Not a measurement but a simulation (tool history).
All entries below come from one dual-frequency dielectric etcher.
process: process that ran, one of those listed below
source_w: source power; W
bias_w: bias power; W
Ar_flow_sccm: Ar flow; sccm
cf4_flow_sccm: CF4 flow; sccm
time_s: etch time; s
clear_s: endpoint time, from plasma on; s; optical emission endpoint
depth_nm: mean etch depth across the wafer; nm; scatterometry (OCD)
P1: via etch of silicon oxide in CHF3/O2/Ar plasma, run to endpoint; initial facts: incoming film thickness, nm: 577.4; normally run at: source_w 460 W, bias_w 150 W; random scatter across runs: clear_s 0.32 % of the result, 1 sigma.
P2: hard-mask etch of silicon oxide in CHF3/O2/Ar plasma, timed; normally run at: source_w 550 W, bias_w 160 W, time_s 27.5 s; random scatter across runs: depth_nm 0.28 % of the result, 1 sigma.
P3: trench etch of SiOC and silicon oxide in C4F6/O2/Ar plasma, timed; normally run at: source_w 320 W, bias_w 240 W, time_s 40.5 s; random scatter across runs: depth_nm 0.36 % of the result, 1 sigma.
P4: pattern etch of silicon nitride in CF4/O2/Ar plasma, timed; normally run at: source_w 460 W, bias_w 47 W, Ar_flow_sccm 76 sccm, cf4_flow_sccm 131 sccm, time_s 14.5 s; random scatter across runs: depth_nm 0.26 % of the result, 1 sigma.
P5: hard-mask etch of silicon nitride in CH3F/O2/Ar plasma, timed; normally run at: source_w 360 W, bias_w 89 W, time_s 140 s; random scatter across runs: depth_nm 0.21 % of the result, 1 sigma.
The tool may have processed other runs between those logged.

run,hour,process,source_w,bias_w,Ar_flow_sccm,cf4_flow_sccm,time_s,hours since the last wet clean,hours since the last source power generator calibration,hours since the last bias power generator calibration,clear_s,depth_nm
1,5.8,P1,460,150,,,,400.3,3090,1931.4,349.39,
2,12.5,P4,550,47,76,131,14.5,407,3096.7,1938.1,,31.421
3,20,P1,360,150,,,,414.5,3104.2,1945.6,379.59,
4,25.7,P1,460,150,,,,420.2,3109.9,1951.3,348.78,
5,34.1,P1,460,86,,,,428.6,3118.3,1959.7,410.17,
6,44.5,P3,320,324,,,40.5,439,3128.7,1970.1,,87.619
7,49.1,P1,460,150,,,,443.6,3133.3,1974.7,347.93,
8,59,P3,320,240,,,57.5,453.5,3143.2,1984.6,,112.43
# hour 60.3: bias power generator calibrated
9,67.3,P4,460,47,76,131,8.5,461.8,3151.5,7.1,,15.723
10,76.4,P3,320,240,,,40.5,470.9,3160.6,16.2,,79.799
11,84.6,P2,550,160,,,20,479.1,3168.8,24.4,,36.202
12,91.5,P4,460,47,76,131,14.5,486,3175.7,31.3,,26.846
13,98.1,P2,550,160,,,27.5,492.6,3182.3,37.9,,50.073
14,105.2,P5,360,89,,,140,499.7,3189.4,45,,101.31
15,113.7,P1,660,150,,,,508.2,3197.9,53.5,302.35,
16,120.5,P4,460,47,76,182,14.5,515,3204.7,60.3,,27.558
17,128.1,P1,460,150,,,,522.6,3212.3,67.9,348.13,
18,137,P4,460,47,94,131,14.5,531.5,3221.2,76.8,,26.219
19,145,P5,290,89,,,140,539.5,3229.2,84.8,,93.638
20,153.3,P2,550,106,,,27.5,547.8,3237.5,93.1,,43.94
21,162.5,P2,780,160,,,27.5,557,3246.7,102.3,,56.957
22,169.6,P1,460,150,,,,564.1,3253.8,109.4,347.99,
23,175,P4,460,27,76,131,14.5,569.5,3259.2,114.8,,22.412
24,180.3,P1,610,181,,,,574.8,3264.5,120.1,293.94,
25,187.7,P1,460,187,,,,582.2,3271.9,127.5,321.61,
26,192.5,P5,360,89,,,199.5,587,3276.7,132.3,,143.62
27,198.4,P3,450,240,,,40.5,592.9,3282.6,138.2,,89.58
28,206.7,P1,460,150,,,,601.2,3290.9,146.5,348.3,
29,213.5,P5,360,89,,,140,608,3297.7,153.3,,100.79
30,222.5,P4,460,47,76,131,14.5,617,3306.7,162.3,,26.773
31,232.6,P5,360,118,,,140,627.1,3316.8,172.4,,112.24
32,241.8,P1,460,150,,,,636.3,3326,181.6,348.22,
33,247.6,P1,460,150,,,,642.1,3331.8,187.4,351.51,
34,257.5,P1,460,150,,,,652,3341.7,197.3,351.8,
35,266.8,P1,460,150,,,,661.3,3351,206.6,352.89,
36,276.2,P1,460,150,,,,670.7,3360.4,216,352.86,
37,286.5,P1,460,150,,,,681,3370.7,226.3,352.29,
38,294.2,P1,460,150,,,,688.7,3378.4,234,351.27,
39,304.1,P1,460,150,,,,698.6,3388.3,243.9,352.98,
# hour 304.4: wet clean of the chamber
40,313.2,P1,460,150,,,,8.8,3397.4,253,353.19,
41,322.3,P1,460,150,,,,17.9,3406.5,262.1,352.71,
42,329.2,P1,460,150,,,,24.8,3413.4,269,355.38,
43,333.8,P1,460,150,,,,29.4,3418,273.6,353.75,

P1 has crept away from where it was. The log is fitted equally well by each of these 2 causes, at the sizes shown:
A: bias power that arrives under what is set, % = 4.82
B: source power that arrives under what is set, % = 4.14
At approximately hour 241.8, the process output began to creep.
All other causes, with the reason each is excluded:
chamber walls in a state that lowers the etch rate, %: serviced at hour 304.4, after the change had begun; the process did not return to its earlier output

Of the 4 check runs listed below, each run on one wafer and each result written as a question mark, which would let you distinguish the listed causes because they would give clearly different results?
check 1,338.4,P4,460,47,76,152,14.5,,,,,?
check 2,338.4,P3,430,300,,,40.5,,,,,?
check 3,338.4,P2,760,160,,,22.5,,,,,?
check 4,338.4,P5,360,108,,,140,,,,,?

If the cause were each of the candidates in turn, the checks would give the following:
check,result,if A,if B
check 1,depth_nm,26.728,26.191
check 2,depth_nm,94.104,94.209
check 3,depth_nm,45.524,45.5
check 4,depth_nm,106.73,107.03
How far apart the two closest causes lie, in the result that separates them most: check 1 2.03 %; check 2 0.11 %; check 3 0.05 %; check 4 0.28 %
The other checks would show nearly matching results whichever cause is true, so check 1 is the only one that separates the causes.

Check 1 was carried out, with these results: depth_nm 26.202 nm. Which of the listed causes is responsible?

It was cause B: source power that arrives under what is set, %.

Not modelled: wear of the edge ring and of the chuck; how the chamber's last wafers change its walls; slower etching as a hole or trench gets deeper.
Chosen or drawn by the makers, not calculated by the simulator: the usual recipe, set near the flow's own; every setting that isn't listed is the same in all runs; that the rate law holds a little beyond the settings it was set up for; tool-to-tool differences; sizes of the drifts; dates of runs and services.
